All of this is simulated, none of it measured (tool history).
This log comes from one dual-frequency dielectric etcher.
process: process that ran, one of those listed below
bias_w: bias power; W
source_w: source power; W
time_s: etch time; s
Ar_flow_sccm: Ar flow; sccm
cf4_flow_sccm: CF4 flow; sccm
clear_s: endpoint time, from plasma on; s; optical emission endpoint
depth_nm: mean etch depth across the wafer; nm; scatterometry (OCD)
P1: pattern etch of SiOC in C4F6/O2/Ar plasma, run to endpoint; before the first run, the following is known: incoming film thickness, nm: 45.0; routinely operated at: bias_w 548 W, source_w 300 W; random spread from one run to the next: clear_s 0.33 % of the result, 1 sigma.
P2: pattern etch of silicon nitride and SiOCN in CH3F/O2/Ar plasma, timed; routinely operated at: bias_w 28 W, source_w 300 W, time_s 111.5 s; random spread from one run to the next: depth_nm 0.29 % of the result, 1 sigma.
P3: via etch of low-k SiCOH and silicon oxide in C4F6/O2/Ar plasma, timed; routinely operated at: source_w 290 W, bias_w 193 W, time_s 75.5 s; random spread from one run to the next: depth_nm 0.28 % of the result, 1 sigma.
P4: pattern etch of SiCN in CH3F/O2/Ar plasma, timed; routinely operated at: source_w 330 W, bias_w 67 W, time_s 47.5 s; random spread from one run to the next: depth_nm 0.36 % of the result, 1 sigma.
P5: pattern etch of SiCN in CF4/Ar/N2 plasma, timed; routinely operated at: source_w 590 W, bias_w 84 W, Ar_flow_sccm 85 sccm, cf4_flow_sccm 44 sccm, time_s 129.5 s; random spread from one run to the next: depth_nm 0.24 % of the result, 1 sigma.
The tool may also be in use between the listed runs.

run   hour  process  bias_w  source_w  time_s  Ar_flow_sccm  cf4_flow_sccm  hours since the last wet clean  hours since the last bias power generator calibration  hours since the last source power generator calibration  clear_s  depth_nm
  1    5.3       P1     548       300                                                                 84.4                                                 1097.2                                                   1692.2   16.426
  2   10.5       P1     548       410                                                                 89.6                                                 1102.4                                                   1697.4   14.766
  3   15.0       P4      67       330    47.5                                                         94.1                                                 1106.9                                                   1701.9             16.514
  4   18.9       P1     548       300                                                                 98.0                                                 1110.8                                                   1705.8   16.532
  5   24.4       P5      62       590   129.5            85             44                           103.5                                                 1116.3                                                   1711.3            125.840
  6   28.2       P4      67       420    47.5                                                        107.3                                                 1120.1                                                   1715.1             17.978
  7   32.5       P5      84       590   129.5            85             44                           111.6                                                 1124.4                                                   1719.4            140.370
  8   35.0       P3     193       400    75.5                                                        114.1                                                 1126.9                                                   1721.9            213.540
  9   38.7       P2      28       300   111.5                                                        117.8                                                 1130.6                                                   1725.6             15.325
 10   41.9       P4      93       330    47.5                                                        121.0                                                 1133.8                                                   1728.8             18.524
 11   45.7       P1     422       300                                                                124.8                                                 1137.6                                                   1732.6   18.162
 12   49.0       P5      84       590   129.5           117             44                           128.1                                                 1140.9                                                   1735.9            132.900
 13   53.6       P1     718       300                                                                132.7                                                 1145.5                                                   1740.5   14.892
 14   56.9       P1     745       220                                                                136.0                                                 1148.8                                                   1743.8   16.273
 15   61.5       P1     548       190                                                                140.6                                                 1153.4                                                   1748.4   19.464
 16   64.6       P1     548       300                                                                143.7                                                 1156.5                                                   1751.5   16.338
 17   67.1       P2      28       380   111.5                                                        146.2                                                 1159.0                                                   1754.0             16.542
 18   71.9       P3     193       290    75.5                                                        151.0                                                 1163.8                                                   1758.8            189.650
 19   75.4       P1     548       300                                                                154.5                                                 1167.3                                                   1762.3   16.569
 20   78.4       P2      28       300   160.5                                                        157.5                                                 1170.3                                                   1765.3             22.008
 21   81.0       P3     193       290    41.5                                                        160.1                                                 1172.9                                                   1767.9            103.510
 22   85.2       P2      21       300   111.5                                                        164.3                                                 1177.1                                                   1772.1             13.420
 23   88.5       P5      84       350   129.5            85             44                           167.6                                                 1180.4                                                   1775.4             89.106
 24   91.6       P3     129       290    75.5                                                        170.7                                                 1183.5                                                   1778.5            167.840
 25   94.6       P5      84       590   129.5            85             44                           173.7                                                 1186.5                                                   1781.5            140.740
 26   98.6       P4      67       330    59.0                                                        177.7                                                 1190.5                                                   1785.5             20.462
 27  103.9       P5      84       590   129.5            85             32                           183.0                                                 1195.8                                                   1790.8            132.860
 28  109.2       P5      84       590    98.5            85             44                           188.3                                                 1201.1                                                   1796.1            106.810
 29  112.1       P1     548       300                                                                191.2                                                 1204.0                                                   1799.0   16.508
 30  114.9       P1     548       300                                                                194.0                                                 1206.8                                                   1801.8   16.429
 31  118.4       P1     548       300                                                                197.5                                                 1210.3                                                   1805.3   16.296
 32  121.9       P1     548       300                                                                201.0                                                 1213.8                                                   1808.8   16.269
 33  125.5       P1     548       300                                                                204.6                                                 1217.4                                                   1812.4   16.178
     128.1  -- wet clean of the chamber
 34  130.3       P1     548       300                                                                  2.3                                                 1222.2                                                   1817.2   16.186
 35  134.3       P1     548       300                                                                  6.3                                                 1226.2                                                   1821.2   16.138
 36  137.2       P1     548       300                                                                  9.2                                                 1229.1                                                   1824.1   16.212

What P1 gives has crept away from where it was. These 2 causes fit the log equally well, each at the size given:
A: source power that arrives over what is set, % = 4.58
B: bias power that arrives over what is set, % = 4.36
The drift started at roughly hour 114.9.
Every other cause this tool's parts could produce, and why it does not fit the log:
chamber walls in a state that raises the etch rate, %: serviced at hour 128.1, after the drift had started, without restoring the earlier output

Which of the 4 check runs listed below separates the causes, so that each cause would produce a clearly different result? Each run uses one wafer, and its results are marked with question marks.
check 1  140.1       P2      28       380   153.0                                                                                                                                                                                               ?
check 2  140.1       P5      84       590   129.5           116             44                                                                                                                                                                  ?
check 3  140.1       P3     137       290    75.5                                                                                                                                                                                               ?
check 4  140.1       P4      79       330    47.5                                                                                                                                                                                               ?

What each check would give under each cause:
  check    result     if A     if B
check 1  depth_nm   23.070   23.179
check 2  depth_nm  138.600  135.560
check 3  depth_nm  172.770  171.980
check 4  depth_nm   17.734   17.716
Separation of the two closest causes in each check, using whichever result separates them best: check 1 0.47 %; check 2 2.22 %; check 3 0.46 %; check 4 0.1 %
The causes can be told apart only by check 2. The other checks would give nearly the same results under each of them.

After running check 2, the following was obtained: depth_nm 135.650 nm. Which cause does this point to?

The correct cause is B, namely: bias power that arrives over what is set, %.
